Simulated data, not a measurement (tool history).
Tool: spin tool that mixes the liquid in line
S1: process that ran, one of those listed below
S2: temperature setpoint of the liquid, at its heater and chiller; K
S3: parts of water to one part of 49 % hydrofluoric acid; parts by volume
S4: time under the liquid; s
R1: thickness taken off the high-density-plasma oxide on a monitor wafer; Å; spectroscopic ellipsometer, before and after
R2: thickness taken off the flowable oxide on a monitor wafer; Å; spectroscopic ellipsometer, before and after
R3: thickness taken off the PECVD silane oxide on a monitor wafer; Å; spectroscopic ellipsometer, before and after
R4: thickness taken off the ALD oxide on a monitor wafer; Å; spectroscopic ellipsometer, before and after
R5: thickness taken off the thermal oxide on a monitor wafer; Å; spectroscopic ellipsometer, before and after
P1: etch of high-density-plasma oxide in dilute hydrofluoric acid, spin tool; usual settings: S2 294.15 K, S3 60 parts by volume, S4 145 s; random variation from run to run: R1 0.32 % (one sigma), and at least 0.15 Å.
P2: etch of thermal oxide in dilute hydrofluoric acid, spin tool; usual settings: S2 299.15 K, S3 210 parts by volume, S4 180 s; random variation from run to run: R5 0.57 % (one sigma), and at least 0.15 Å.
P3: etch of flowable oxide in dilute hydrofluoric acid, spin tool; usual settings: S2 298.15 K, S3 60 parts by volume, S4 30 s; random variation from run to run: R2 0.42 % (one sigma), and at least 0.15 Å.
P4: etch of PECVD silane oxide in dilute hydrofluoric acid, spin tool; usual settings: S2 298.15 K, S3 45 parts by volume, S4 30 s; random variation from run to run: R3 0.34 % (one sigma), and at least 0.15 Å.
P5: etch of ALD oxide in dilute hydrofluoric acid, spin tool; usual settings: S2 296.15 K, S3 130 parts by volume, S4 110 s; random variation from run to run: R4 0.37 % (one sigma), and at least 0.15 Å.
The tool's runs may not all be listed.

Run 1, hour 3: S1 P1, S2 294.15 K, S3 60 parts by volume, S4 145 s. Result: R1 116.89 Å.
Run 2, hour 7.7: S1 P3, S2 298.15 K, S3 60 parts by volume, S4 15 s. Result: R2 67.22 Å.
Run 3, hour 12.8: S1 P3, S2 302.65 K, S3 60 parts by volume, S4 30 s. Result: R2 160.73 Å.
Run 4, hour 16.1: S1 P4, S2 303.65 K, S3 45 parts by volume, S4 30 s. Result: R3 399.07 Å.
Run 5, hour 20.6: S1 P1, S2 294.15 K, S3 110 parts by volume, S4 145 s. Result: R1 59.616 Å.
Run 6, hour 25.7: S1 P1, S2 301.15 K, S3 60 parts by volume, S4 145 s. Result: R1 155.18 Å.
Run 7, hour 31.1: S1 P1, S2 294.15 K, S3 60 parts by volume, S4 145 s. Result: R1 117.01 Å.
Run 8, hour 35.5: S1 P1, S2 294.15 K, S3 20 parts by volume, S4 145 s. Result: R1 368.57 Å.
Run 9, hour 41: S1 P3, S2 298.15 K, S3 60 parts by volume, S4 30 s. Result: R2 134.55 Å.
At hour 41.8: thermometer replaced.
Run 10, hour 44.5: S1 P3, S2 298.15 K, S3 80 parts by volume, S4 30 s. Result: R2 98.345 Å.
Run 11, hour 50.2: S1 P5, S2 296.15 K, S3 130 parts by volume, S4 110 s. Result: R4 77.911 Å.
Run 12, hour 55: S1 P4, S2 298.15 K, S3 75 parts by volume, S4 30 s. Result: R3 185.83 Å.
Run 13, hour 58.7: S1 P1, S2 294.15 K, S3 85 parts by volume, S4 215 s. Result: R1 118.77 Å.
Run 14, hour 63.7: S1 P1, S2 294.15 K, S3 60 parts by volume, S4 145 s. Result: R1 117.6 Å.
Run 15, hour 67.6: S1 P3, S2 298.15 K, S3 60 parts by volume, S4 30 s. Result: R2 133.87 Å.
Run 16, hour 70.8: S1 P1, S2 294.15 K, S3 60 parts by volume, S4 65 s. Result: R1 52.48 Å.
Run 17, hour 75.4: S1 P1, S2 302.15 K, S3 100 parts by volume, S4 145 s. Result: R1 91.593 Å.
Run 18, hour 80.3: S1 P5, S2 296.15 K, S3 195 parts by volume, S4 110 s. Result: R4 48.817 Å.
Run 19, hour 85.1: S1 P4, S2 298.15 K, S3 45 parts by volume, S4 30 s. Result: R3 319.35 Å.
Run 20, hour 91.5: S1 P4, S2 298.15 K, S3 45 parts by volume, S4 30 s. Result: R3 321.76 Å.
Run 21, hour 97.6: S1 P1, S2 294.15 K, S3 60 parts by volume, S4 145 s. Result: R1 117.02 Å.
Run 22, hour 103.6: S1 P2, S2 299.15 K, S3 210 parts by volume, S4 180 s. Result: R5 38.86 Å.
Run 23, hour 107.1: S1 P2, S2 292.15 K, S3 210 parts by volume, S4 180 s. Result: R5 29.812 Å.
Run 24, hour 113: S1 P1, S2 294.15 K, S3 60 parts by volume, S4 145 s. Result: R1 116.66 Å.
Run 25, hour 119.5: S1 P2, S2 299.15 K, S3 210 parts by volume, S4 310 s. Result: R5 66.378 Å.
Run 26, hour 124.5: S1 P5, S2 290.15 K, S3 130 parts by volume, S4 110 s. Result: R4 61.459 Å.
Run 27, hour 129.3: S1 P4, S2 298.15 K, S3 45 parts by volume, S4 15 s. Result: R3 159.87 Å.
Run 28, hour 132.3: S1 P2, S2 299.15 K, S3 375 parts by volume, S4 180 s. Result: R5 18.21 Å.
Run 29, hour 138.6: S1 P5, S2 296.15 K, S3 130 parts by volume, S4 195 s. Result: R4 137.84 Å.
Run 30, hour 143.5: S1 P1, S2 294.15 K, S3 60 parts by volume, S4 230 s. Result: R1 185.48 Å.
Run 31, hour 150.1: S1 P5, S2 296.15 K, S3 130 parts by volume, S4 110 s. Result: R4 78.139 Å.
Run 32, hour 153.6: S1 P1, S2 294.15 K, S3 60 parts by volume, S4 145 s. Result: R1 117.4 Å.
Run 33, hour 159.1: S1 P1, S2 290.15 K, S3 60 parts by volume, S4 145 s. Result: R1 98.563 Å.
Run 34, hour 163.3: S1 P2, S2 299.15 K, S3 210 parts by volume, S4 180 s. Result: R5 39.12 Å.
Run 35, hour 167.6: S1 P1, S2 294.15 K, S3 60 parts by volume, S4 145 s. Result: R1 116.27 Å.
Run 36, hour 171.1: S1 P1, S2 294.15 K, S3 60 parts by volume, S4 145 s. Result: R1 113.99 Å.
Run 37, hour 175.7: S1 P1, S2 294.15 K, S3 60 parts by volume, S4 145 s. Result: R1 111.78 Å.
Run 38, hour 180: S1 P1, S2 294.15 K, S3 60 parts by volume, S4 145 s. Result: R1 109.77 Å.
Run 39, hour 185.4: S1 P1, S2 294.15 K, S3 60 parts by volume, S4 145 s. Result: R1 108.59 Å.
Run 40, hour 189.3: S1 P1, S2 294.15 K, S3 60 parts by volume, S4 145 s. Result: R1 108.28 Å.
Run 41, hour 194.8: S1 P1, S2 294.15 K, S3 60 parts by volume, S4 145 s. Result: R1 107.79 Å.
Run 42, hour 200.7: S1 P1, S2 294.15 K, S3 60 parts by volume, S4 145 s. Result: R1 106.96 Å.
Run 43, hour 204.6: S1 P1, S2 294.15 K, S3 60 parts by volume, S4 145 s. Result: R1 106.42 Å.
Run 44, hour 209.9: S1 P1, S2 294.15 K, S3 60 parts by volume, S4 145 s. Result: R1 106.66 Å.

What P1 gives has crept away from where it was. These 2 causes fit the log equally well, each at the size given:
A: liquid colder than its thermometer reads (K) = 2.1
B: hydrofluoric acid flow below the setpoint (%) = 7.9
The creep began at about hour 167.6.

4 check runs are offered, each on 3 wafers whose results are averaged, their results left as question marks. Which one tells the causes apart?
Run check 1, hour 215.2: S1 P2, S2 299.15 K, S3 350 parts by volume, S4 180 s. Result: R5 ?.
Run check 2, hour 215.2: S1 P3, S2 301.15 K, S3 60 parts by volume, S4 15 s. Result: R2 ?.
Run check 3, hour 215.2: S1 P5, S2 290.65 K, S3 130 parts by volume, S4 110 s. Result: R4 ?.
Run check 4, hour 215.2: S1 P4, S2 298.15 K, S3 60 parts by volume, S4 15 s. Result: R3 ?.

What each check would give under each cause:
  check  result    if A    if B
check 1      R5  18.746  17.993
check 2      R2  69.484  69.066
check 3      R4  57.308   56.97
check 4      R3  108.23  107.86
How far apart the two closest causes lie, in the result that separates them most: check 1 4.1 %; check 2 0.6 %; check 3 0.59 %; check 4 0.34 %
Only check 1 tells the causes apart: in the others they would give nearly the same result.

Then check 1 was run and gave: R5 18.652 Å. Which cause is it?

It is A: liquid colder than its thermometer reads (K).
